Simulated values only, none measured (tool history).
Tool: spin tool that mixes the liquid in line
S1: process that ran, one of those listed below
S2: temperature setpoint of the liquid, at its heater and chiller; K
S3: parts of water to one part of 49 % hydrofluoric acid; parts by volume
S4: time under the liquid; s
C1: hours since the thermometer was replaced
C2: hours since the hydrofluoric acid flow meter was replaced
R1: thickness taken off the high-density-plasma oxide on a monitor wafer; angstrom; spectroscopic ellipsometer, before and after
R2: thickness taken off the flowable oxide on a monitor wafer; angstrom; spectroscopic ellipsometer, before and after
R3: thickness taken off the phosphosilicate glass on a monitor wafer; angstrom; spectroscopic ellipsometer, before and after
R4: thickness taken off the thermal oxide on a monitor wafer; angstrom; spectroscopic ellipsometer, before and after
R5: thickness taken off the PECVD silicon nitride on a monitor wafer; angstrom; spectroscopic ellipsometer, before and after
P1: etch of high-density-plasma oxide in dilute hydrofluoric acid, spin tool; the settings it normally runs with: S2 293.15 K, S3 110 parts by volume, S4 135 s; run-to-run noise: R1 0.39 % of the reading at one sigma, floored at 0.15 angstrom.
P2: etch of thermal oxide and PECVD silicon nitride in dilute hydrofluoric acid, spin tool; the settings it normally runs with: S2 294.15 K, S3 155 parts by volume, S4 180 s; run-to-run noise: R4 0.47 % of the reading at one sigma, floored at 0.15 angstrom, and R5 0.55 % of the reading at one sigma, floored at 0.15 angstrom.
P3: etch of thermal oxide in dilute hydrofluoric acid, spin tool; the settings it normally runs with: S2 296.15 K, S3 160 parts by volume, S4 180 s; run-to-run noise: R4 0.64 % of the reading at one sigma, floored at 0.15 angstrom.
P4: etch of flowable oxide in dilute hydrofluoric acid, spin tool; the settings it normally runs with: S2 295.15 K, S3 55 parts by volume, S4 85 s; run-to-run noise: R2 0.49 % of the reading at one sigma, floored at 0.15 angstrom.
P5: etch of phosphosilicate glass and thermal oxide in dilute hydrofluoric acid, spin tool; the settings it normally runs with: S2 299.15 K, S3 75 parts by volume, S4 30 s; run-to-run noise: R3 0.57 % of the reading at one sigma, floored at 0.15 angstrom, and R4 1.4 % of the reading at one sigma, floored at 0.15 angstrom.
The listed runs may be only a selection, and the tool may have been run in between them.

| run | hour | S1 | S2 | S3 | S4 | C1 | C2 | R1 | R2 | R3 | R4 | R5 |
|---|---|---|---|---|---|---|---|---|---|---|---|---|
| 1 | 3.5 | P1 | 293.15 | 110 | 135 | 370.9 | 376.1 | 57.986 |  |  |  |  |
| 2 | 8.1 | P1 | 293.15 | 110 | 135 | 375.5 | 380.7 | 58.038 |  |  |  |  |
| 3 | 12.8 | P4 | 295.15 | 55 | 85 | 380.2 | 385.4 |  | 502.7 |  |  |  |
| 4 | 18.8 | P5 | 305.15 | 75 | 30 | 386.2 | 391.4 |  |  | 628.82 | 25.767 |  |
| 5 | 24.5 | P1 | 293.15 | 110 | 40 | 391.9 | 397.1 | 17.428 |  |  |  |  |
| 6 | 30.5 | P5 | 299.15 | 75 | 50 | 397.9 | 403.1 |  |  | 832.49 | 34.134 |  |
| 7 | 34.6 | P3 | 301.15 | 160 | 180 | 402 | 407.2 |  |  |  | 56.449 |  |
| 8 | 41.4 | P4 | 295.15 | 55 | 40 | 408.8 | 414 |  | 235.79 |  |  |  |
| 9 | 48.8 | P1 | 299.15 | 110 | 135 | 416.2 | 421.4 | 73.144 |  |  |  |  |
| 10 | 53.9 | P1 | 290.15 | 110 | 135 | 421.3 | 426.5 | 51.203 |  |  |  |  |
| 11 | 58.4 | P4 | 295.15 | 85 | 85 | 425.8 | 431 |  | 313.01 |  |  |  |
| 12 | 65.3 | P1 | 293.15 | 110 | 135 | 432.7 | 437.9 | 58.167 |  |  |  |  |
| 13 | 69.9 | P1 | 293.15 | 110 | 135 | 437.3 | 442.5 | 57.458 |  |  |  |  |
| 14 | 75.6 | P1 | 293.15 | 20 | 135 | 443 | 448.2 | 356.3 |  |  |  |  |
| 15 | 80 | P3 | 296.15 | 160 | 25 | 447.4 | 452.6 |  |  |  | 6.3875 |  |
| 16 | 84.5 | P1 | 293.15 | 165 | 135 | 451.9 | 457.1 | 36.958 |  |  |  |  |
| 17 | 92.2 | P3 | 296.15 | 160 | 180 | 459.6 | 464.8 |  |  |  | 46.912 |  |
| 18 | 99 | P1 | 293.15 | 110 | 225 | 466.4 | 471.6 | 96.131 |  |  |  |  |
| 19 | 105.1 | P5 | 299.15 | 75 | 30 | 472.5 | 477.7 |  |  | 502.23 | 20.731 |  |

What will run 20 give?
| 20 | 109 | P2 | 294.15 | 155 | 180 | 476.4 | 481.6 |  |  |  | ? | ? |

R4: 47.033 angstrom
R5: 38.216 angstrom

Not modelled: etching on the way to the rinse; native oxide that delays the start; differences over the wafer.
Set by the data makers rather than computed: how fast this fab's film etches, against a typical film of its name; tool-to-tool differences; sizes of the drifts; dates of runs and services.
